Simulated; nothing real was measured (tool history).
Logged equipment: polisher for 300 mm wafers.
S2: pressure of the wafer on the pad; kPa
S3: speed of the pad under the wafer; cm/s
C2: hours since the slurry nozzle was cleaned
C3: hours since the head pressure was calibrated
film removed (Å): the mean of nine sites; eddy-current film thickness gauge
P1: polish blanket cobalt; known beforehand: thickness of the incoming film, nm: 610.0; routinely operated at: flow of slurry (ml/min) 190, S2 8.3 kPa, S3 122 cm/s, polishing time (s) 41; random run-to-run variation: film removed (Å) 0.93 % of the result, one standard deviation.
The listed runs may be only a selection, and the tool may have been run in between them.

{"run": 1, "hour": 9.0, "flow of slurry (ml/min)": 190, "S2": 8.3, "S3": 122, "polishing time (s)": 41, "wafers polished on this pad": 895, "C2": 297.5, "C3": 293.4, "film removed (Å)": 1327.2}
{"run": 2, "hour": 21.8, "flow of slurry (ml/min)": 190, "S2": 4.1, "S3": 122, "polishing time (s)": 41, "wafers polished on this pad": 1063, "C2": 310.3, "C3": 306.2, "film removed (Å)": 678.33}
{"run": 3, "hour": 31.0, "flow of slurry (ml/min)": 190, "S2": 8.3, "S3": 122, "polishing time (s)": 56, "wafers polished on this pad": 1184, "C2": 319.5, "C3": 315.4, "film removed (Å)": 1837.7}
{"run": 4, "hour": 41.2, "flow of slurry (ml/min)": 190, "S2": 8.3, "S3": 122, "polishing time (s)": 41, "wafers polished on this pad": 1317, "C2": 329.7, "C3": 325.6, "film removed (Å)": 1327.6}
{"run": 5, "hour": 52.9, "flow of slurry (ml/min)": 190, "S2": 8.3, "S3": 122, "polishing time (s)": 41, "wafers polished on this pad": 1471, "C2": 341.4, "C3": 337.3, "film removed (Å)": 1328.7}
{"hour": 53.1, "done": "head pressure recalibrated"}
{"run": 6, "hour": 63.3, "flow of slurry (ml/min)": 190, "S2": 12.4, "S3": 122, "polishing time (s)": 41, "wafers polished on this pad": 1607, "C2": 351.8, "C3": 10.2, "film removed (Å)": 2015.0}
{"run": 7, "hour": 72.0, "flow of slurry (ml/min)": 190, "S2": 8.3, "S3": 122, "polishing time (s)": 25, "wafers polished on this pad": 1721, "C2": 360.5, "C3": 18.9, "film removed (Å)": 811.75}
{"run": 8, "hour": 83.9, "flow of slurry (ml/min)": 190, "S2": 11.7, "S3": 122, "polishing time (s)": 22, "wafers polished on this pad": 1877, "C2": 372.4, "C3": 30.8, "film removed (Å)": 1014.2}
{"run": 9, "hour": 95.4, "flow of slurry (ml/min)": 190, "S2": 8.3, "S3": 122, "polishing time (s)": 41, "wafers polished on this pad": 2027, "C2": 383.9, "C3": 42.3, "film removed (Å)": 1341.4}
{"run": 10, "hour": 106.6, "flow of slurry (ml/min)": 115, "S2": 8.3, "S3": 122, "polishing time (s)": 41, "wafers polished on this pad": 2174, "C2": 395.1, "C3": 53.5, "film removed (Å)": 1235.3}
{"run": 11, "hour": 119.2, "flow of slurry (ml/min)": 190, "S2": 8.3, "S3": 60, "polishing time (s)": 41, "wafers polished on this pad": 2339, "C2": 407.7, "C3": 66.1, "film removed (Å)": 658.37}
{"run": 12, "hour": 131.3, "flow of slurry (ml/min)": 295, "S2": 8.3, "S3": 122, "polishing time (s)": 41, "wafers polished on this pad": 2498, "C2": 419.8, "C3": 78.2, "film removed (Å)": 1406.1}
{"hour": 134.8, "done": "slurry nozzle cleaned"}
{"run": 13, "hour": 137.7, "flow of slurry (ml/min)": 190, "S2": 8.3, "S3": 122, "polishing time (s)": 41, "wafers polished on this pad": 2581, "C2": 3.0, "C3": 84.6, "film removed (Å)": 1335.8}
{"run": 14, "hour": 150.3, "flow of slurry (ml/min)": 190, "S2": 8.3, "S3": 192, "polishing time (s)": 41, "wafers polished on this pad": 2746, "C2": 15.6, "C3": 97.2, "film removed (Å)": 2146.4}
{"run": 15, "hour": 158.4, "flow of slurry (ml/min)": 190, "S2": 8.3, "S3": 122, "polishing time (s)": 41, "wafers polished on this pad": 2852, "C2": 23.7, "C3": 105.3, "film removed (Å)": 1320.7}
{"run": 16, "hour": 164.5, "flow of slurry (ml/min)": 190, "S2": 8.3, "S3": 122, "polishing time (s)": 41, "wafers polished on this pad": 2932, "C2": 29.8, "C3": 111.4, "film removed (Å)": 1352.3}
{"run": 17, "hour": 177.2, "flow of slurry (ml/min)": 190, "S2": 8.3, "S3": 122, "polishing time (s)": 41, "wafers polished on this pad": 3099, "C2": 42.5, "C3": 124.1, "film removed (Å)": 1299.8}
{"run": 18, "hour": 188.8, "flow of slurry (ml/min)": 190, "S2": 8.3, "S3": 122, "polishing time (s)": 41, "wafers polished on this pad": 3251, "C2": 54.1, "C3": 135.7, "film removed (Å)": 1262.7}
{"run": 19, "hour": 195.0, "flow of slurry (ml/min)": 190, "S2": 8.3, "S3": 122, "polishing time (s)": 41, "wafers polished on this pad": 3332, "C2": 60.3, "C3": 141.9, "film removed (Å)": 1266.3}
{"run": 20, "hour": 203.2, "flow of slurry (ml/min)": 190, "S2": 8.3, "S3": 122, "polishing time (s)": 41, "wafers polished on this pad": 3439, "C2": 68.5, "C3": 150.1, "film removed (Å)": 1262.6}
{"run": 21, "hour": 214.9, "flow of slurry (ml/min)": 190, "S2": 8.3, "S3": 122, "polishing time (s)": 41, "wafers polished on this pad": 3593, "C2": 80.2, "C3": 161.8, "film removed (Å)": 1260.4}
{"hour": 215.3, "done": "worn pad replaced by a new one"}
{"run": 22, "hour": 221.4, "flow of slurry (ml/min)": 190, "S2": 8.3, "S3": 122, "polishing time (s)": 41, "wafers polished on this pad": 80, "C2": 86.7, "C3": 168.3, "film removed (Å)": 1254.5}
{"run": 23, "hour": 229.5, "flow of slurry (ml/min)": 190, "S2": 8.3, "S3": 122, "polishing time (s)": 41, "wafers polished on this pad": 186, "C2": 94.8, "C3": 176.4, "film removed (Å)": 1268.8}
{"run": 24, "hour": 235.5, "flow of slurry (ml/min)": 190, "S2": 8.3, "S3": 122, "polishing time (s)": 41, "wafers polished on this pad": 265, "C2": 100.8, "C3": 182.4, "film removed (Å)": 1247.2}

The output of P1 has drifted from where it used to be. Each of the 2 causes below, taken at the size shown beside it, accounts for the log equally well:
A: slurry flow missing at the pad, % = 31.5
B: head's pressure below its setpoint, % = 6.11
The process output started creeping at around hour 164.5.
Other possible causes, and why each is ruled out:
removal rate lost through wear of the pad, %: serviced after onset, at hour 215.3, with no recovery of the prior output

The list below offers 4 check runs, each averaging the results of 5 wafers, and shows each result as a question mark. For which of them would the listed causes give clearly different results?
{"run": "check 1", "hour": 241.5, "flow of slurry (ml/min)": 190, "S2": 8.3, "S3": 184, "polishing time (s)": 41, "film removed (Å)": "?"}
{"run": "check 2", "hour": 241.5, "flow of slurry (ml/min)": 115, "S2": 8.3, "S3": 156, "polishing time (s)": 41, "film removed (Å)": "?"}
{"run": "check 3", "hour": 241.5, "flow of slurry (ml/min)": 190, "S2": 8.3, "S3": 88, "polishing time (s)": 41, "film removed (Å)": "?"}
{"run": "check 4", "hour": 241.5, "flow of slurry (ml/min)": 190, "S2": 6.2, "S3": 188, "polishing time (s)": 41, "film removed (Å)": "?"}

Check results expected under each cause:
check=check_1 result=film_removed_(Å) if_A=1896.60 if_B=1896.40
check=check_2 result=film_removed_(Å) if_A=1419.50 if_B=1471.30
check=check_3 result=film_removed_(Å) if_A=907.07 if_B=906.99
check=check_4 result=film_removed_(Å) if_A=1453.40 if_B=1453.20
How far apart the two closest causes lie, in the result that separates them most: check 1 0.01 %; check 2 3.58 %; check 3 0.01 %; check 4 0.01 %
Only check 2 tells the causes apart: in the others they would give nearly the same result.

Running check 2 produced the following: film removed (Å) 1468.80. Which one of the listed causes fits?

B is the cause: head's pressure below its setpoint, %.
